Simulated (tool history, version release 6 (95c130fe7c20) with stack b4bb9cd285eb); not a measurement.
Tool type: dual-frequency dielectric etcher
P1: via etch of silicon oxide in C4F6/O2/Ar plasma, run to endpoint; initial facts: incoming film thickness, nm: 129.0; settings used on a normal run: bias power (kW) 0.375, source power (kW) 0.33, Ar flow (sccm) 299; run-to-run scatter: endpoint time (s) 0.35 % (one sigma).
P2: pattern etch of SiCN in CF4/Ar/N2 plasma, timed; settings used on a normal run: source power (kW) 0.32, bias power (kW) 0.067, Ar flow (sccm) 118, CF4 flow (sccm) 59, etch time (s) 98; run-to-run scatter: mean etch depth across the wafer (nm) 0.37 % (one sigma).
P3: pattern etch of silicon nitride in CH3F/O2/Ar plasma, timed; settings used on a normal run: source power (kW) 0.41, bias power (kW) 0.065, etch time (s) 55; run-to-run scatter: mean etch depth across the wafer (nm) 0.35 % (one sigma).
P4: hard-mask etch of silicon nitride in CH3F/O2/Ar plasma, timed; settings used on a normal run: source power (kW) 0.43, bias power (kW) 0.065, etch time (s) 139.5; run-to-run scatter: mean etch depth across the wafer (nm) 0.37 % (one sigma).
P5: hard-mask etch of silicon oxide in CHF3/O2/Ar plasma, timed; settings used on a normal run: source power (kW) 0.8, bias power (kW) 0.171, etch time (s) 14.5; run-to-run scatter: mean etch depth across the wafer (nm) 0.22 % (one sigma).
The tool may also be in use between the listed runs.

run	hour	process that ran	bias power (kW)	source power (kW)	Ar flow (sccm)	etch time (s)	CF4 flow (sccm)	hours since the last wet clean	hours since the last bias power generator calibration	hours since the last source power generator calibration	hours since the last Ar flow controller change	endpoint time (s)	mean etch depth across the wafer (nm)
1	4.6	P1	0.375	0.33	299			111.1	1233.5	1264.3	1299	33.344	
2	10.9	P1	0.375	0.33	299			117.4	1239.8	1270.6	1305.3	33.403	
3	15.3	P1	0.375	0.24	299			121.8	1244.2	1275	1309.7	37.637	
4	20.2	P1	0.375	0.33	299			126.7	1249.1	1279.9	1314.6	33.483	
5	25.1	P1	0.375	0.45	299			131.6	1254	1284.8	1319.5	29.59	
6	29.9	P3	0.065	0.41		55		136.4	1258.8	1289.6	1324.3		37.504
7	33.6	P4	0.065	0.43		186.5		140.1	1262.5	1293.3	1328		128.01
8	39.4	P4	0.047	0.43		139.5		145.9	1268.3	1299.1	1333.8		86.372
9	45	P1	0.375	0.33	299			151.5	1273.9	1304.7	1339.4	33.526	
10	48.3	P5	0.171	0.59		14.5		154.8	1277.2	1308	1342.7		28.705
11	54.8	P1	0.375	0.33	299			161.3	1283.7	1314.5	1349.2	33.418	
12	59.6	P1	0.375	0.33	395			166.1	1288.5	1319.3	1354	34.408	
13	65.7	P2	0.067	0.32	118	98	59	172.2	1294.6	1325.4	1360.1		58.092
14	71.3	P3	0.065	0.41		68.5		177.8	1300.2	1331	1365.7		46.668
15	78	P4	0.065	0.32		139.5		184.5	1306.9	1337.7	1372.4		86.101
16	83.6	P5	0.13	0.8		14.5		190.1	1312.5	1343.3	1378		29.537
17	89.2	P1	0.375	0.33	299			195.7	1318.1	1348.9	1383.6	33.356	
18	94.9	P4	0.065	0.43		139.5		201.4	1323.8	1354.6	1389.3		96.097
19	100.7	P5	0.171	0.8		14.5		207.2	1329.6	1360.4	1395.1		32.284
20	106	P2	0.067	0.32	118	98	59	212.5	1334.9	1365.7	1400.4		58.561
21	111.1	P2	0.041	0.32	118	98	59	217.6	1340	1370.8	1405.5		48.857
22	117.3	P2	0.067	0.32	72	98	59	223.8	1346.2	1377	1411.7		62.874
23	121.3	P1	0.375	0.23	370			227.8	1350.2	1381	1415.7	38.903	
24	127.2	P2	0.067	0.32	118	126	59	233.7	1356.1	1386.9	1421.6		75.136
25	132.9	P1	0.273	0.33	299			239.4	1361.8	1392.6	1427.3	37.379	
26	136	P5	0.171	0.8		21.5		242.5	1364.9	1395.7	1430.4		47.829
27	142.3	P1	0.483	0.33	299			248.8	1371.2	1402	1436.7	30.426	
28	148	P1	0.375	0.33	299			254.5	1376.9	1407.7	1442.4	33.454	
29	152.4	P1	0.375	0.39	219			258.9	1381.3	1412.1	1446.8	30.297	
30	157.3	P3	0.065	0.51		55		263.8	1386.2	1417	1451.7		40.669
31	163.5	P2	0.067	0.2	118	98	59	270	1392.4	1423.2	1457.9		38.701
32	170.3	P3	0.083	0.41		55		276.8	1399.2	1430	1464.7		40.584
33	176.5	P2	0.067	0.32	118	98	83	283	1405.4	1436.2	1470.9		61.564
34	181.5	P1	0.375	0.33	236			288	1410.4	1441.2	1475.9	32.434	
35	186	P1	0.375	0.33	299			292.5	1414.9	1445.7	1480.4	33.469	
36	190.8	P1	0.375	0.33	299			297.3	1419.7	1450.5	1485.2	33.181	
37	194.6	P1	0.375	0.33	299			301.1	1423.5	1454.3	1489	32.867	
38	200.3	P1	0.375	0.33	299			306.8	1429.2	1460	1494.7	33.098	
# hour 203.3: wet clean of the chamber
39	204.1	P1	0.375	0.33	299			0.9	1433	1463.8	1498.5	32.989	
# hour 209.9: Ar flow controller replaced
40	210.4	P1	0.375	0.33	299			7.2	1439.3	1470.1	0.6	33.137	
41	217.4	P1	0.375	0.33	299			14.2	1446.3	1477.1	7.6	32.993	
42	223.8	P1	0.375	0.33	299			20.6	1452.7	1483.5	14	32.971	
43	229.3	P1	0.375	0.33	299			26.1	1458.2	1489	19.5	32.905	

P1 no longer gives what it gave before; its output has crept away from where it was. The following 2 causes, each at its listed size, fit the log equally well:
A: source power that arrives over what is set, % = 4.78
B: bias power that arrives over what is set, % = 4.91
The drift started at roughly hour 186.
Other possible causes, and why each is ruled out:
chamber walls in a state that raises the etch rate, %: was serviced at hour 203.3, once the creep was under way, yet the earlier output never came back
Ar flow that arrives under what is set, %: was serviced at hour 209.9, once the creep was under way, yet the earlier output never came back

You are offered 4 check runs, listed below with question marks in place of their results; each one averages 2 wafers. Which run separates the listed causes by giving clearly different results for each?
check 1	234.8	P4	0.065	0.43		139.5							?
check 2	234.8	P5	0.171	0.8		14.5							?
check 3	234.8	P2	0.067	0.32	118	98	59						?
check 4	234.8	P3	0.065	0.41		55							?

How each check would come out, cause by cause:
check	result	if A	if B
check 1	mean etch depth across the wafer (nm)	97.595	97.418
check 2	mean etch depth across the wafer (nm)	32.831	32.755
check 3	mean etch depth across the wafer (nm)	60.721	59.345
check 4	mean etch depth across the wafer (nm)	38.103	38.036
Smallest distance between any two causes, each pair judged by its most separating result, in per cent: check 1 0.18 %; check 2 0.23 %; check 3 2.29 %; check 4 0.18 %
Check 3 is the one run that separates the causes; every other check would come out nearly the same whichever cause is at work.

After running check 3, the following was obtained: mean etch depth across the wafer (nm) 59.657. Which cause does this point to?

It was cause B: bias power that arrives over what is set, %.
